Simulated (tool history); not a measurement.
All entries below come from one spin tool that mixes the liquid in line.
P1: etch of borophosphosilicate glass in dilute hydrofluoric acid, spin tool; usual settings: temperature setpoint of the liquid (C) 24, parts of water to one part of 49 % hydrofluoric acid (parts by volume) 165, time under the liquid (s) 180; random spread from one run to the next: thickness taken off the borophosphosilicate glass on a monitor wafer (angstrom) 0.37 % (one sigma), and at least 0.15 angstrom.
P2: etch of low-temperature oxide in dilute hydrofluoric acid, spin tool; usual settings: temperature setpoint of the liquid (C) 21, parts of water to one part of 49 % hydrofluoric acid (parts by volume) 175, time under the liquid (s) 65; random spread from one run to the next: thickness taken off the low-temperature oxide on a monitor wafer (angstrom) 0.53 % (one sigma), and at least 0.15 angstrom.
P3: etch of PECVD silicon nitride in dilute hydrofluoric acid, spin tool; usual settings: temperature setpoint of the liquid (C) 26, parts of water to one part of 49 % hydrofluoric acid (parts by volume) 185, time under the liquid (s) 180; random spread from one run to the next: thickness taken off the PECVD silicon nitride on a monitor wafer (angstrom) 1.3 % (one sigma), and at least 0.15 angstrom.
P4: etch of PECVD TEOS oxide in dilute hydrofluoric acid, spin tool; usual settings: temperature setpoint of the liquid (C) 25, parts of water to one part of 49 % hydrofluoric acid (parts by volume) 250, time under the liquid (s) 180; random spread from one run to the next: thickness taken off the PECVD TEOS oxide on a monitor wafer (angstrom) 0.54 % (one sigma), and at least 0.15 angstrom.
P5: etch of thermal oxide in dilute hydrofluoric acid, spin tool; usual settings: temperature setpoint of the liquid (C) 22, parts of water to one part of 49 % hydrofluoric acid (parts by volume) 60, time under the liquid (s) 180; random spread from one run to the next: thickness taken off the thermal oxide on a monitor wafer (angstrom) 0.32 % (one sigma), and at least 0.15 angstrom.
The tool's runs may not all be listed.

run	hour	process that ran	temperature setpoint of the liquid (C)	parts of water to one part of 49 % hydrofluoric acid (parts by volume)	time under the liquid (s)	hours since the thermometer was replaced	hours since the hydrofluoric acid flow meter was replaced	thickness taken off the borophosphosilicate glass on a monitor wafer (angstrom)	thickness taken off the PECVD TEOS oxide on a monitor wafer (angstrom)	thickness taken off the PECVD silicon nitride on a monitor wafer (angstrom)	thickness taken off the low-temperature oxide on a monitor wafer (angstrom)	thickness taken off the thermal oxide on a monitor wafer (angstrom)
1	17.4	P1	24	165	180	381.9	1939.5	328.64				
2	33.9	P4	25	250	180	398.4	1956		54.905			
3	45.7	P1	24	165	180	410.2	1967.8	329.46				
4	60.8	P3	26	185	180	425.3	1982.9			18.214		
5	75.6	P4	25	250	290	440.1	1997.7		87.541			
6	90.5	P2	21	305	65	455	2012.6				34.219	
7	103.4	P5	22	60	15	467.9	2025.5					11.454
8	115.3	P1	24	165	180	479.8	2037.4	330.26				
9	129.5	P2	21	175	65	494	2051.6				67.639	
10	141.1	P2	21	175	15	505.6	2063.2				15.752	
11	157	P3	26	185	15	521.5	2079.1			1.8289		
12	165.4	P5	22	25	180	529.9	2087.5					343
13	173.3	P1	29	165	275	537.8	2095.4	605.28				
14	181.2	P3	26	40	180	545.7	2103.3			84.867		
15	193.2	P5	30	60	180	557.7	2115.3					187.51
16	210.8	P3	21.5	185	180	575.3	2132.9			14.429		
17	228.7	P1	24	230	180	593.2	2150.8	219.02				
18	240.7	P1	24	165	180	605.2	2162.8	331.49				
19	253.2	P1	24	165	80	617.7	2175.3	145.68				
20	269.1	P5	22	60	180	633.6	2191.2					137.33
21	284.6	P1	30.5	165	180	649.1	2206.7	415.7				
22	300.8	P1	24	95	180	665.3	2222.9	616.73				
23	313	P4	25	250	180	677.5	2235.1		55.181			
24	322.6	P4	25	80	180	687.1	2244.7		207.72			
25	331.2	P1	24	165	180	695.7	2253.3	329.4				
26	339.1	P2	17	175	65	703.6	2261.2				58.098	
27	348.6	P1	19	165	180	713.1	2270.7	271.16				
28	365.6	P5	22	60	180	730.1	2287.7					136.34
29	380.8	P1	24	165	180	745.3	2302.9	328.47				
30	394	P2	21	175	65	758.5	2316.1				67.869	
31	409.1	P1	24	165	265	773.6	2331.2	483.27				
32	421.5	P4	30	250	180	786	2343.6		64.804			
33	431.8	P1	24	165	180	796.3	2353.9	329.68				
34	439.6	P1	24	165	180	804.1	2361.7	336.56				
35	451.9	P1	24	165	180	816.4	2374	347.84				
36	469.1	P1	24	165	180	833.6	2391.2	353.73				
37	486	P1	24	165	180	850.5	2408.1	355.59				
38	499.7	P1	24	165	180	864.2	2421.8	357.54				
39	509.2	P1	24	165	180	873.7	2431.3	356.99				

P1 no longer gives what it gave before; its output has crept away from where it was. The following 2 causes, each at its listed size, fit the log equally well:
A: hydrofluoric acid flow above the setpoint (%) = 7.15
B: liquid hotter than its thermometer reads (K) = 2.18
At approximately hour 431.8, the process output began to creep.

You are offered 4 check runs, listed below with question marks in place of their results; each one averages 3 wafers. Which run separates the listed causes by giving clearly different results for each?
check 1	518.7	P4	25	140	180				?			
check 2	518.7	P2	17	275	65						?	
check 3	518.7	P5	26.5	60	15							?
check 4	518.7	P3	26	50	35					?		

What every check run would give for each of its results, assuming each possible cause in turn:
check	result	if A	if B
check 1	thickness taken off the PECVD TEOS oxide on a monitor wafer (angstrom)	119.54	119.78
check 2	thickness taken off the low-temperature oxide on a monitor wafer (angstrom)	36.543	36.46
check 3	thickness taken off the thermal oxide on a monitor wafer (angstrom)	14.729	14.905
check 4	thickness taken off the PECVD silicon nitride on a monitor wafer (angstrom)	14.223	15.343
Minimum pairwise separation of causes per check, each pair taken at its best-separating result: check 1 0.2 %; check 2 0.23 %; check 3 1.19 %; check 4 7.58 %
Check 4 tells the causes apart: in the others they would give nearly the same result.

Check 4 has now been run. It gave: thickness taken off the PECVD silicon nitride on a monitor wafer (angstrom) 15.214. Which of the candidate causes is it?

B is the cause: liquid hotter than its thermometer reads (K).

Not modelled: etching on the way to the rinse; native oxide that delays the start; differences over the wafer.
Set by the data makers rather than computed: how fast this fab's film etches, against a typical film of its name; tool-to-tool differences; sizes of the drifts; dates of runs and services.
